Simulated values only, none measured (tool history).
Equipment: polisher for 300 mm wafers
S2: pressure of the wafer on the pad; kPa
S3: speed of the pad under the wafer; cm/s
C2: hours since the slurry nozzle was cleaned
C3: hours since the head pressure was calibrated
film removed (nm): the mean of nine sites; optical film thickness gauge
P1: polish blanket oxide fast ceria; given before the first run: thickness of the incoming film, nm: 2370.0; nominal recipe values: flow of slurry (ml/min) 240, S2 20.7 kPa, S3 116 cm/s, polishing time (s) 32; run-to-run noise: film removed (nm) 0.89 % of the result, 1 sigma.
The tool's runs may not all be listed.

run 1 hour=5.8 | flow_of_slurry_(ml/min)=240 S2=20.7 S3=116 polishing_time_(s)=32 | wafers_polished_on_this_pad=1113 C2=164.4 C3=305.1 | film_removed_(nm)=553.28
run 2 hour=10.5 | flow_of_slurry_(ml/min)=240 S2=20.7 S3=116 polishing_time_(s)=32 | wafers_polished_on_this_pad=1182 C2=169.1 C3=309.8 | film_removed_(nm)=554.03
-- hour=12.4 head pressure recalibrated
run 3 hour=16.1 | flow_of_slurry_(ml/min)=240 S2=20.7 S3=116 polishing_time_(s)=32 | wafers_polished_on_this_pad=1264 C2=174.7 C3=3.8 | film_removed_(nm)=563.49
run 4 hour=23.1 | flow_of_slurry_(ml/min)=165 S2=20.7 S3=88 polishing_time_(s)=32 | wafers_polished_on_this_pad=1367 C2=181.7 C3=10.8 | film_removed_(nm)=402.56
run 5 hour=31.5 | flow_of_slurry_(ml/min)=240 S2=20.7 S3=116 polishing_time_(s)=18 | wafers_polished_on_this_pad=1491 C2=190.1 C3=19.2 | film_removed_(nm)=310.82
run 6 hour=38.9 | flow_of_slurry_(ml/min)=145 S2=20.7 S3=116 polishing_time_(s)=32 | wafers_polished_on_this_pad=1600 C2=197.5 C3=26.6 | film_removed_(nm)=521.2
run 7 hour=45 | flow_of_slurry_(ml/min)=240 S2=20.7 S3=116 polishing_time_(s)=32 | wafers_polished_on_this_pad=1690 C2=203.6 C3=32.7 | film_removed_(nm)=554.63
run 8 hour=49.4 | flow_of_slurry_(ml/min)=240 S2=20.7 S3=116 polishing_time_(s)=32 | wafers_polished_on_this_pad=1755 C2=208 C3=37.1 | film_removed_(nm)=556.95
run 9 hour=55.3 | flow_of_slurry_(ml/min)=240 S2=20.7 S3=116 polishing_time_(s)=49 | wafers_polished_on_this_pad=1842 C2=213.9 C3=43 | film_removed_(nm)=841.79
run 10 hour=62 | flow_of_slurry_(ml/min)=240 S2=30.3 S3=70 polishing_time_(s)=32 | wafers_polished_on_this_pad=1940 C2=220.6 C3=49.7 | film_removed_(nm)=490.2
run 11 hour=67 | flow_of_slurry_(ml/min)=240 S2=20.7 S3=116 polishing_time_(s)=32 | wafers_polished_on_this_pad=2014 C2=225.6 C3=54.7 | film_removed_(nm)=555.26
run 12 hour=74.1 | flow_of_slurry_(ml/min)=240 S2=20.7 S3=76 polishing_time_(s)=32 | wafers_polished_on_this_pad=2118 C2=232.7 C3=61.8 | film_removed_(nm)=362.29

Expected results for the next run?
run 13 hour=82.1 | flow_of_slurry_(ml/min)=240 S2=20.7 S3=182 polishing_time_(s)=32 | wafers_polished_on_this_pad=2236 C2=240.7 C3=69.8 | film_removed_(nm)=?

{"run 13": {"film removed (nm)": 872.78}}

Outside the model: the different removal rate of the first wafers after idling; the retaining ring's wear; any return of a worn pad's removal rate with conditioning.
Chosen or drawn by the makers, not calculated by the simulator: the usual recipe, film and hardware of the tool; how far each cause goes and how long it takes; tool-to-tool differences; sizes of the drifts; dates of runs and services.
